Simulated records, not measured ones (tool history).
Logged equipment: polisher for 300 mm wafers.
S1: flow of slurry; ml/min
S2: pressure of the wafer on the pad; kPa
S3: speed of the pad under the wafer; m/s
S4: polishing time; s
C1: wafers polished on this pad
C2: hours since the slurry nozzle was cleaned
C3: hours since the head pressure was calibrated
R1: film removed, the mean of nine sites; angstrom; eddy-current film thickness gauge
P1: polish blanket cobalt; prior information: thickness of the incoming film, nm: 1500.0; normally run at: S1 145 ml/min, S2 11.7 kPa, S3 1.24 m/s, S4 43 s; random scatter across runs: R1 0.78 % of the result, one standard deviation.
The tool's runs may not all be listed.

run 1 day=0.608 | S1=145 S2=11.7 S3=1.24 S4=43 | C1=939 C2=130.3 C3=242.4 | R1=2522.50
run 2 day=1.117 | S1=145 S2=11.7 S3=1.24 S4=43 | C1=1066 C2=142.5 C3=254.6 | R1=2544.50
run 3 day=1.546 | S1=145 S2=17.2 S3=1.24 S4=43 | C1=1173 C2=152.8 C3=264.9 | R1=3688.70
run 4 day=2.233 | S1=145 S2=11.7 S3=1.24 S4=43 | C1=1344 C2=169.3 C3=281.4 | R1=2509.80
run 5 day=2.975 | S1=145 S2=11.7 S3=1.24 S4=30 | C1=1529 C2=187.1 C3=299.2 | R1=1765.40
run 6 day=3.546 | S1=145 S2=11.7 S3=1.24 S4=63 | C1=1671 C2=200.8 C3=312.9 | R1=3698.10
run 7 day=4.242 | S1=145 S2=11.7 S3=0.56 S4=33 | C1=1844 C2=217.5 C3=329.6 | R1=868.69
run 8 day=4.733 | S1=145 S2=11.7 S3=0.76 S4=43 | C1=1967 C2=229.3 C3=341.4 | R1=1529.20
run 9 day=5.279 | S1=145 S2=11.7 S3=1.24 S4=43 | C1=2102 C2=242.4 C3=354.5 | R1=2492.30
run 10 day=5.767 | S1=145 S2=11.7 S3=1.62 S4=43 | C1=2224 C2=254.1 C3=366.2 | R1=3295.70
run 11 day=6.108 | S1=85 S2=11.7 S3=1.24 S4=43 | C1=2309 C2=262.3 C3=374.4 | R1=2230.60
run 12 day=6.804 | S1=145 S2=6.2 S3=1.24 S4=43 | C1=2482 C2=279.0 C3=391.1 | R1=1329.90
run 13 day=7.546 | S1=185 S2=11.7 S3=1.24 S4=43 | C1=2667 C2=296.8 C3=408.9 | R1=2635.20
run 14 day=8.308 | S1=145 S2=11.7 S3=1.24 S4=43 | C1=2857 C2=315.1 C3=427.2 | R1=2482.90

Expected results for the next run?
run 15 day=8.721 | S1=145 S2=11.7 S3=1.24 S4=43 | C1=2960 C2=325.0 C3=437.1 | R1=?

{"run 15": {"R1": 2499.1}}
